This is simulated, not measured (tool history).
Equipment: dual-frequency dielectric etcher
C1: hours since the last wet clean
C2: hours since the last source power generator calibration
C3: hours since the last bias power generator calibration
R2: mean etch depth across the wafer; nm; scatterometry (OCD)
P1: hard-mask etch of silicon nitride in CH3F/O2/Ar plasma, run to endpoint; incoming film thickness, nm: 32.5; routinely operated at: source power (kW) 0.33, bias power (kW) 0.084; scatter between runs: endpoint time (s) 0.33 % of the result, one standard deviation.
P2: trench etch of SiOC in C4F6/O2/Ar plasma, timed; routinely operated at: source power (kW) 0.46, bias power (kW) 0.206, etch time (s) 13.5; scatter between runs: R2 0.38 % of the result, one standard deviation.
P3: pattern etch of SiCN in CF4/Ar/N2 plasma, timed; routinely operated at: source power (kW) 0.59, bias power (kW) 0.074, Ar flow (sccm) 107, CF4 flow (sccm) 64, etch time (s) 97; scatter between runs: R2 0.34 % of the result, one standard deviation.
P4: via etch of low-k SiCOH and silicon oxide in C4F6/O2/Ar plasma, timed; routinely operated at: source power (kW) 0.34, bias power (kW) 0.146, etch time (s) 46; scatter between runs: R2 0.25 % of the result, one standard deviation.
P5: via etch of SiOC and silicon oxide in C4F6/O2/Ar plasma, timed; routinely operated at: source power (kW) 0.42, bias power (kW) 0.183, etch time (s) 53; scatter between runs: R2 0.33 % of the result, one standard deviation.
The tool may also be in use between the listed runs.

{"run": 1, "day": 0.412, "process that ran": "P1", "source power (kW)": 0.33, "bias power (kW)": 0.084, "C1": 152.7, "C2": 2919.6, "C3": 1744.3, "endpoint time (s)": 48.965}
{"run": 2, "day": 1.108, "process that ran": "P1", "source power (kW)": 0.33, "bias power (kW)": 0.084, "C1": 169.4, "C2": 2936.3, "C3": 1761, "endpoint time (s)": 48.63}
{"run": 3, "day": 1.892, "process that ran": "P2", "source power (kW)": 0.46, "bias power (kW)": 0.206, "etch time (s)": 13.5, "C1": 188.2, "C2": 2955.1, "C3": 1779.8, "R2": 31.363}
{"run": 4, "day": 2.296, "process that ran": "P2", "source power (kW)": 0.46, "bias power (kW)": 0.132, "etch time (s)": 13.5, "C1": 197.9, "C2": 2964.8, "C3": 1789.5, "R2": 27.635}
{"run": 5, "day": 2.879, "process that ran": "P5", "source power (kW)": 0.42, "bias power (kW)": 0.249, "etch time (s)": 53, "C1": 211.9, "C2": 2978.8, "C3": 1803.5, "R2": 70.527}
{"run": 6, "day": 3.546, "process that ran": "P3", "source power (kW)": 0.59, "bias power (kW)": 0.074, "etch time (s)": 66, "Ar flow (sccm)": 107, "CF4 flow (sccm)": 64, "C1": 227.9, "C2": 2994.8, "C3": 1819.5, "R2": 68.639}
{"run": 7, "day": 4.071, "process that ran": "P2", "source power (kW)": 0.46, "bias power (kW)": 0.206, "etch time (s)": 13.5, "C1": 240.5, "C2": 3007.4, "C3": 1832.1, "R2": 31.662}
{"run": 8, "day": 4.758, "process that ran": "P3", "source power (kW)": 0.59, "bias power (kW)": 0.074, "etch time (s)": 97, "Ar flow (sccm)": 141, "CF4 flow (sccm)": 64, "C1": 257, "C2": 3023.9, "C3": 1848.6, "R2": 96.104}
{"run": 9, "day": 5.35, "process that ran": "P4", "source power (kW)": 0.34, "bias power (kW)": 0.087, "etch time (s)": 46, "C1": 271.2, "C2": 3038.1, "C3": 1862.8, "R2": 86.594}
{"run": 10, "day": 6.025, "process that ran": "P3", "source power (kW)": 0.59, "bias power (kW)": 0.074, "etch time (s)": 97, "Ar flow (sccm)": 107, "CF4 flow (sccm)": 64, "C1": 287.4, "C2": 3054.3, "C3": 1879, "R2": 100.45}
{"run": 11, "day": 6.592, "process that ran": "P1", "source power (kW)": 0.25, "bias power (kW)": 0.084, "C1": 301, "C2": 3067.9, "C3": 1892.6, "endpoint time (s)": 53.907}
{"run": 12, "day": 7.167, "process that ran": "P4", "source power (kW)": 0.34, "bias power (kW)": 0.146, "etch time (s)": 46, "C1": 314.8, "C2": 3081.7, "C3": 1906.4, "R2": 100.2}
{"run": 13, "day": 7.804, "process that ran": "P5", "source power (kW)": 0.31, "bias power (kW)": 0.183, "etch time (s)": 53, "C1": 330.1, "C2": 3097, "C3": 1921.7, "R2": 56.802}
{"run": 14, "day": 8.438, "process that ran": "P4", "source power (kW)": 0.34, "bias power (kW)": 0.146, "etch time (s)": 30.5, "C1": 345.3, "C2": 3112.2, "C3": 1936.9, "R2": 66.609}
{"run": 15, "day": 8.804, "process that ran": "P3", "source power (kW)": 0.42, "bias power (kW)": 0.074, "etch time (s)": 97, "Ar flow (sccm)": 107, "CF4 flow (sccm)": 64, "C1": 354.1, "C2": 3121, "C3": 1945.7, "R2": 74.888}
{"run": 16, "day": 9.454, "process that ran": "P2", "source power (kW)": 0.46, "bias power (kW)": 0.206, "etch time (s)": 8.5, "C1": 369.7, "C2": 3136.6, "C3": 1961.3, "R2": 19.884}
{"run": 17, "day": 10.188, "process that ran": "P1", "source power (kW)": 0.33, "bias power (kW)": 0.104, "C1": 387.3, "C2": 3154.2, "C3": 1978.9, "endpoint time (s)": 45.015}
{"run": 18, "day": 10.858, "process that ran": "P3", "source power (kW)": 0.59, "bias power (kW)": 0.074, "etch time (s)": 97, "Ar flow (sccm)": 107, "CF4 flow (sccm)": 64, "C1": 403.4, "C2": 3170.3, "C3": 1995, "R2": 100.04}
{"run": 19, "day": 11.55, "process that ran": "P1", "source power (kW)": 0.33, "bias power (kW)": 0.068, "C1": 420, "C2": 3186.9, "C3": 2011.6, "endpoint time (s)": 52.455}
{"run": 20, "day": 11.962, "process that ran": "P1", "source power (kW)": 0.33, "bias power (kW)": 0.084, "C1": 429.9, "C2": 3196.8, "C3": 2021.5, "endpoint time (s)": 48.866}
{"run": 21, "day": 12.696, "process that ran": "P1", "source power (kW)": 0.24, "bias power (kW)": 0.109, "C1": 447.5, "C2": 3214.4, "C3": 2039.1, "endpoint time (s)": 49.742}
{"run": 22, "day": 13.088, "process that ran": "P2", "source power (kW)": 0.29, "bias power (kW)": 0.206, "etch time (s)": 13.5, "C1": 456.9, "C2": 3223.8, "C3": 2048.5, "R2": 26.355}
{"run": 23, "day": 13.488, "process that ran": "P1", "source power (kW)": 0.42, "bias power (kW)": 0.084, "C1": 466.5, "C2": 3233.4, "C3": 2058.1, "endpoint time (s)": 44.522}
{"run": 24, "day": 14.029, "process that ran": "P3", "source power (kW)": 0.59, "bias power (kW)": 0.104, "etch time (s)": 97, "Ar flow (sccm)": 107, "CF4 flow (sccm)": 64, "C1": 479.5, "C2": 3246.4, "C3": 2071.1, "R2": 113.85}
{"run": 25, "day": 14.55, "process that ran": "P5", "source power (kW)": 0.42, "bias power (kW)": 0.183, "etch time (s)": 53, "C1": 492, "C2": 3258.9, "C3": 2083.6, "R2": 63.979}
{"run": 26, "day": 15.229, "process that ran": "P5", "source power (kW)": 0.42, "bias power (kW)": 0.183, "etch time (s)": 70.5, "C1": 508.3, "C2": 3275.2, "C3": 2099.9, "R2": 85.224}
{"run": 27, "day": 15.646, "process that ran": "P3", "source power (kW)": 0.59, "bias power (kW)": 0.074, "etch time (s)": 97, "Ar flow (sccm)": 107, "CF4 flow (sccm)": 90, "C1": 518.3, "C2": 3285.2, "C3": 2109.9, "R2": 106.83}
{"run": 28, "day": 16.108, "process that ran": "P1", "source power (kW)": 0.33, "bias power (kW)": 0.084, "C1": 529.4, "C2": 3296.3, "C3": 2121, "endpoint time (s)": 48.78}
{"run": 29, "day": 16.525, "process that ran": "P4", "source power (kW)": 0.26, "bias power (kW)": 0.146, "etch time (s)": 46, "C1": 539.4, "C2": 3306.3, "C3": 2131, "R2": 90.575}
{"run": 30, "day": 17.112, "process that ran": "P1", "source power (kW)": 0.33, "bias power (kW)": 0.084, "C1": 553.5, "C2": 3320.4, "C3": 2145.1, "endpoint time (s)": 48.59}
{"run": 31, "day": 17.629, "process that ran": "P1", "source power (kW)": 0.33, "bias power (kW)": 0.084, "C1": 565.9, "C2": 3332.8, "C3": 2157.5, "endpoint time (s)": 48.139}
{"run": 32, "day": 18.042, "process that ran": "P1", "source power (kW)": 0.33, "bias power (kW)": 0.084, "C1": 575.8, "C2": 3342.7, "C3": 2167.4, "endpoint time (s)": 48.211}
{"run": 33, "day": 18.679, "process that ran": "P1", "source power (kW)": 0.33, "bias power (kW)": 0.084, "C1": 591.1, "C2": 3358, "C3": 2182.7, "endpoint time (s)": 48.067}
{"run": 34, "day": 19.308, "process that ran": "P1", "source power (kW)": 0.33, "bias power (kW)": 0.084, "C1": 606.2, "C2": 3373.1, "C3": 2197.8, "endpoint time (s)": 47.993}
{"run": 35, "day": 19.746, "process that ran": "P1", "source power (kW)": 0.33, "bias power (kW)": 0.084, "C1": 616.7, "C2": 3383.6, "C3": 2208.3, "endpoint time (s)": 48.043}
{"day": 20.096, "done": "wet clean of the chamber"}
{"run": 36, "day": 20.167, "process that ran": "P1", "source power (kW)": 0.33, "bias power (kW)": 0.084, "C1": 1.7, "C2": 3393.7, "C3": 2218.4, "endpoint time (s)": 48.081}
{"run": 37, "day": 20.671, "process that ran": "P1", "source power (kW)": 0.33, "bias power (kW)": 0.084, "C1": 13.8, "C2": 3405.8, "C3": 2230.5, "endpoint time (s)": 47.767}
{"run": 38, "day": 21.438, "process that ran": "P1", "source power (kW)": 0.33, "bias power (kW)": 0.084, "C1": 32.2, "C2": 3424.2, "C3": 2248.9, "endpoint time (s)": 47.974}
{"run": 39, "day": 22.208, "process that ran": "P1", "source power (kW)": 0.33, "bias power (kW)": 0.084, "C1": 50.7, "C2": 3442.7, "C3": 2267.4, "endpoint time (s)": 47.69}

The log shows P1 creeping away from where it was. Any of the 2 causes listed here, at the size stated for it, fits the log just as well as the others:
A: bias power that arrives over what is set, % = 4.64
B: source power that arrives over what is set, % = 4.46
The gradual shift began around day 17.112.
Each remaining cause and why it is not a fit:
chamber walls in a state that raises the etch rate, %: serviced at day 20.096, which brought nothing back

Consider the 4 check runs below, whose results appear as question marks and each of which averages 2 wafers. Which one distinguishes the causes, in that each cause would give it a clearly different result?
{"run": "check 1", "day": 22.979, "process that ran": "P3", "source power (kW)": 0.59, "bias power (kW)": 0.074, "etch time (s)": 78, "Ar flow (sccm)": 107, "CF4 flow (sccm)": 64, "R2": "?"}
{"run": "check 2", "day": 22.979, "process that ran": "P5", "source power (kW)": 0.33, "bias power (kW)": 0.183, "etch time (s)": 53, "R2": "?"}
{"run": "check 3", "day": 22.979, "process that ran": "P4", "source power (kW)": 0.34, "bias power (kW)": 0.115, "etch time (s)": 46, "R2": "?"}
{"run": "check 4", "day": 22.979, "process that ran": "P2", "source power (kW)": 0.46, "bias power (kW)": 0.176, "etch time (s)": 13.5, "R2": "?"}

How each check would come out, cause by cause:
check=check_1 result=R2 if_A=82.399 if_B=84.257
check=check_2 result=R2 if_A=59.099 if_B=59.212
check=check_3 result=R2 if_A=94.712 if_B=95.119
check=check_4 result=R2 if_A=30.469 if_B=30.557
Smallest distance between any two causes, each pair judged by its most separating result, in per cent: check 1 2.23 %; check 2 0.19 %; check 3 0.43 %; check 4 0.29 %
Check 1 distinguishes between the causes, while the remaining checks would return nearly the same result for all of them.

Here is what check 1 returned: R2 84.328 nm. Which cause is it?

B is the cause: source power that arrives over what is set, %.

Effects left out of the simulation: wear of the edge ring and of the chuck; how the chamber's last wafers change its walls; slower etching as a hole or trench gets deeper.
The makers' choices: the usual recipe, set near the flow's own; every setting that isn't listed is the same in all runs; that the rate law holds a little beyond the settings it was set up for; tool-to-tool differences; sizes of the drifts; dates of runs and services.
